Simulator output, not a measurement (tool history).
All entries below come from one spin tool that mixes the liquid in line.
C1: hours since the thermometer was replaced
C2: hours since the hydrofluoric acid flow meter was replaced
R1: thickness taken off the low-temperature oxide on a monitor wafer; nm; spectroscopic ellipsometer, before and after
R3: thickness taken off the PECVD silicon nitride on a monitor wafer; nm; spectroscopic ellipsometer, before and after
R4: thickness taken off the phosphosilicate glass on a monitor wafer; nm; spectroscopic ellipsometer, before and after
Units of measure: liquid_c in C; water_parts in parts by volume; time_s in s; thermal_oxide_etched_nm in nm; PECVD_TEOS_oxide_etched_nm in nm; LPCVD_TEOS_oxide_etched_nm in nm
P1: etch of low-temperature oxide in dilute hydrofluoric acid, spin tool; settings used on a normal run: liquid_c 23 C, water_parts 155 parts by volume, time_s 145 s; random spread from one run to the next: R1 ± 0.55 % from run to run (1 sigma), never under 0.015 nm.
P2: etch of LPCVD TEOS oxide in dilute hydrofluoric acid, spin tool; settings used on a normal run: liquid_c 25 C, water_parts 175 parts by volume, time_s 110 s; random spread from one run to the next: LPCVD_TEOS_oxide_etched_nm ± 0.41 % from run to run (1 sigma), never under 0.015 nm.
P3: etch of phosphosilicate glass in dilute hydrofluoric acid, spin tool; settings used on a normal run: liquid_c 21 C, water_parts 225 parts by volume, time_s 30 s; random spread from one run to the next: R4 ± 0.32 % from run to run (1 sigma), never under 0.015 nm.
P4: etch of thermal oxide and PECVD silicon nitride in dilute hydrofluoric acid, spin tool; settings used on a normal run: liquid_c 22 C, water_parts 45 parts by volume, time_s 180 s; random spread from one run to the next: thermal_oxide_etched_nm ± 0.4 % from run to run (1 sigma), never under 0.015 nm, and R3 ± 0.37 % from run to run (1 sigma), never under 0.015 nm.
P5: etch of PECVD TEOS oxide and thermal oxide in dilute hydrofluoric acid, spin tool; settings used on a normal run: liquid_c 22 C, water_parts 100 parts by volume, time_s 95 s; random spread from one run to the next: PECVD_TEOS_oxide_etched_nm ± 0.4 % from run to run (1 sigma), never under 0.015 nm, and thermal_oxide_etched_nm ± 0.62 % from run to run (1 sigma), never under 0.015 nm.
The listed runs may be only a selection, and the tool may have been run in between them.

{"run": 1, "day": 0.296, "process": "P1", "liquid_c": 23, "water_parts": 155, "time_s": 145, "C1": 295.3, "C2": 241, "R1": 19.154}
{"run": 2, "day": 0.442, "process": "P4", "liquid_c": 27, "water_parts": 45, "time_s": 180, "C1": 298.8, "C2": 244.5, "thermal_oxide_etched_nm": 23.094, "R3": 9.0705}
{"run": 3, "day": 0.692, "process": "P3", "liquid_c": 21, "water_parts": 225, "time_s": 15, "C1": 304.8, "C2": 250.5, "R4": 10.088}
{"run": 4, "day": 0.862, "process": "P5", "liquid_c": 22, "water_parts": 100, "time_s": 95, "C1": 308.9, "C2": 254.6, "thermal_oxide_etched_nm": 4.0197, "PECVD_TEOS_oxide_etched_nm": 13.106}
{"run": 5, "day": 1.088, "process": "P1", "liquid_c": 23, "water_parts": 155, "time_s": 15, "C1": 314.3, "C2": 260, "R1": 1.9805}
{"run": 6, "day": 1.4, "process": "P1", "liquid_c": 23, "water_parts": 155, "time_s": 210, "C1": 321.8, "C2": 267.5, "R1": 28.062}
{"run": 7, "day": 1.604, "process": "P1", "liquid_c": 23, "water_parts": 155, "time_s": 145, "C1": 326.7, "C2": 272.4, "R1": 19.269}
{"run": 8, "day": 1.804, "process": "P1", "liquid_c": 28, "water_parts": 155, "time_s": 230, "C1": 331.5, "C2": 277.2, "R1": 36.562}
{"run": 9, "day": 2.088, "process": "P3", "liquid_c": 17, "water_parts": 225, "time_s": 30, "C1": 338.3, "C2": 284, "R4": 17.243}
{"run": 10, "day": 2.35, "process": "P2", "liquid_c": 25, "water_parts": 175, "time_s": 195, "C1": 344.6, "C2": 290.3, "LPCVD_TEOS_oxide_etched_nm": 27.904}
{"run": 11, "day": 2.588, "process": "P2", "liquid_c": 25, "water_parts": 250, "time_s": 110, "C1": 350.3, "C2": 296, "LPCVD_TEOS_oxide_etched_nm": 10.184}
{"run": 12, "day": 2.912, "process": "P1", "liquid_c": 23, "water_parts": 260, "time_s": 145, "C1": 358.1, "C2": 303.8, "R1": 10.379}
{"run": 13, "day": 3.142, "process": "P1", "liquid_c": 23, "water_parts": 90, "time_s": 145, "C1": 363.6, "C2": 309.3, "R1": 35.676}
{"run": 14, "day": 3.292, "process": "P1", "liquid_c": 23, "water_parts": 155, "time_s": 145, "C1": 367.2, "C2": 312.9, "R1": 19.451}
{"run": 15, "day": 3.471, "process": "P1", "liquid_c": 23, "water_parts": 155, "time_s": 145, "C1": 371.5, "C2": 317.2, "R1": 19.05}
{"run": 16, "day": 3.642, "process": "P2", "liquid_c": 25, "water_parts": 175, "time_s": 110, "C1": 375.6, "C2": 321.3, "LPCVD_TEOS_oxide_etched_nm": 15.643}
{"run": 17, "day": 3.821, "process": "P3", "liquid_c": 21, "water_parts": 225, "time_s": 30, "C1": 379.9, "C2": 325.6, "R4": 20.237}
{"run": 18, "day": 4.058, "process": "P4", "liquid_c": 22, "water_parts": 65, "time_s": 180, "C1": 385.6, "C2": 331.3, "thermal_oxide_etched_nm": 12.728, "R3": 4.5259}
{"run": 19, "day": 4.308, "process": "P2", "liquid_c": 25, "water_parts": 175, "time_s": 110, "C1": 391.6, "C2": 337.3, "LPCVD_TEOS_oxide_etched_nm": 15.743}
{"run": 20, "day": 4.6, "process": "P4", "liquid_c": 22, "water_parts": 45, "time_s": 180, "C1": 398.6, "C2": 344.3, "thermal_oxide_etched_nm": 18.839, "R3": 6.4385}
{"run": 21, "day": 4.758, "process": "P5", "liquid_c": 22, "water_parts": 100, "time_s": 140, "C1": 402.4, "C2": 348.1, "thermal_oxide_etched_nm": 5.9516, "PECVD_TEOS_oxide_etched_nm": 19.38}
{"run": 22, "day": 4.912, "process": "P5", "liquid_c": 22, "water_parts": 145, "time_s": 95, "C1": 406.1, "C2": 351.8, "thermal_oxide_etched_nm": 2.6556, "PECVD_TEOS_oxide_etched_nm": 8.57}
{"run": 23, "day": 5.067, "process": "P3", "liquid_c": 21, "water_parts": 125, "time_s": 30, "C1": 409.8, "C2": 355.5, "R4": 40.258}
{"run": 24, "day": 5.238, "process": "P4", "liquid_c": 22, "water_parts": 45, "time_s": 340, "C1": 413.9, "C2": 359.6, "thermal_oxide_etched_nm": 35.506, "R3": 12.217}
{"run": 25, "day": 5.533, "process": "P1", "liquid_c": 23, "water_parts": 155, "time_s": 145, "C1": 421, "C2": 366.7, "R1": 19.297}
{"run": 26, "day": 5.733, "process": "P1", "liquid_c": 19, "water_parts": 155, "time_s": 145, "C1": 425.8, "C2": 371.5, "R1": 16.528}
{"run": 27, "day": 5.912, "process": "P1", "liquid_c": 29, "water_parts": 155, "time_s": 145, "C1": 430.1, "C2": 375.8, "R1": 24.286}
{"run": 28, "day": 6.225, "process": "P5", "liquid_c": 28.5, "water_parts": 100, "time_s": 95, "C1": 437.6, "C2": 383.3, "thermal_oxide_etched_nm": 5.212, "PECVD_TEOS_oxide_etched_nm": 16.968}
{"run": 29, "day": 6.446, "process": "P2", "liquid_c": 18, "water_parts": 175, "time_s": 110, "C1": 442.9, "C2": 388.6, "LPCVD_TEOS_oxide_etched_nm": 11.941}
{"run": 30, "day": 6.762, "process": "P4", "liquid_c": 22, "water_parts": 45, "time_s": 180, "C1": 450.5, "C2": 396.2, "thermal_oxide_etched_nm": 18.913, "R3": 6.4719}
{"run": 31, "day": 7.029, "process": "P1", "liquid_c": 23, "water_parts": 155, "time_s": 145, "C1": 456.9, "C2": 402.6, "R1": 19.385}
{"run": 32, "day": 7.3, "process": "P1", "liquid_c": 23, "water_parts": 155, "time_s": 145, "C1": 463.4, "C2": 409.1, "R1": 20.461}
{"run": 33, "day": 7.567, "process": "P1", "liquid_c": 23, "water_parts": 155, "time_s": 145, "C1": 469.8, "C2": 415.5, "R1": 20.879}
{"run": 34, "day": 7.888, "process": "P1", "liquid_c": 23, "water_parts": 155, "time_s": 145, "C1": 477.5, "C2": 423.2, "R1": 21.037}
{"run": 35, "day": 8.183, "process": "P1", "liquid_c": 23, "water_parts": 155, "time_s": 145, "C1": 484.6, "C2": 430.3, "R1": 21.129}
{"run": 36, "day": 8.412, "process": "P1", "liquid_c": 23, "water_parts": 155, "time_s": 145, "C1": 490.1, "C2": 435.8, "R1": 21.161}
{"run": 37, "day": 8.592, "process": "P1", "liquid_c": 23, "water_parts": 155, "time_s": 145, "C1": 494.4, "C2": 440.1, "R1": 21.158}

What P1 gives has crept away from where it was. These 2 causes fit the log equally well, each at the size given:
A: hydrofluoric acid flow above the setpoint (%) = 8.16
B: liquid hotter than its thermometer reads (K) = 2.41
The creep began at about day 7.029.

Which of the 4 check runs listed below separates the causes, so that each cause would produce a clearly different result? Each run uses one wafer, and its results are marked with question marks.
{"run": "check 1", "day": 8.771, "process": "P4", "liquid_c": 22, "water_parts": 45, "time_s": 180, "thermal_oxide_etched_nm": "?", "R3": "?"}
{"run": "check 2", "day": 8.771, "process": "P2", "liquid_c": 25, "water_parts": 175, "time_s": 110, "LPCVD_TEOS_oxide_etched_nm": "?"}
{"run": "check 3", "day": 8.771, "process": "P5", "liquid_c": 22, "water_parts": 100, "time_s": 95, "thermal_oxide_etched_nm": "?", "PECVD_TEOS_oxide_etched_nm": "?"}
{"run": "check 4", "day": 8.771, "process": "P3", "liquid_c": 21, "water_parts": 225, "time_s": 30, "R4": "?"}

What every check run would give for each of its results, assuming each possible cause in turn:
check=check_1 result=thermal_oxide_etched_nm if_A=20.439 if_B=20.801
check=check_1 result=R3 if_A=6.9835 if_B=7.6234
check=check_2 result=LPCVD_TEOS_oxide_etched_nm if_A=17.294 if_B=17.207
check=check_3 result=thermal_oxide_etched_nm if_A=4.4006 if_B=4.4399
check=check_3 result=PECVD_TEOS_oxide_etched_nm if_A=14.324 if_B=14.452
check=check_4 result=R4 if_A=22.17 if_B=22.044
Per-check spread between the two closest causes, in the result where they differ most: check 1 8.77 %; check 2 0.5 %; check 3 0.89 %; check 4 0.57 %
Of the check runs offered, only check 1 discriminates between the causes; the rest would read about the same regardless of which cause applies.

Check 1 has now been run. It gave: thermal_oxide_etched_nm 20.285 nm; R3 6.9781 nm. Which of the candidate causes is it?

A is the cause: hydrofluoric acid flow above the setpoint (%).

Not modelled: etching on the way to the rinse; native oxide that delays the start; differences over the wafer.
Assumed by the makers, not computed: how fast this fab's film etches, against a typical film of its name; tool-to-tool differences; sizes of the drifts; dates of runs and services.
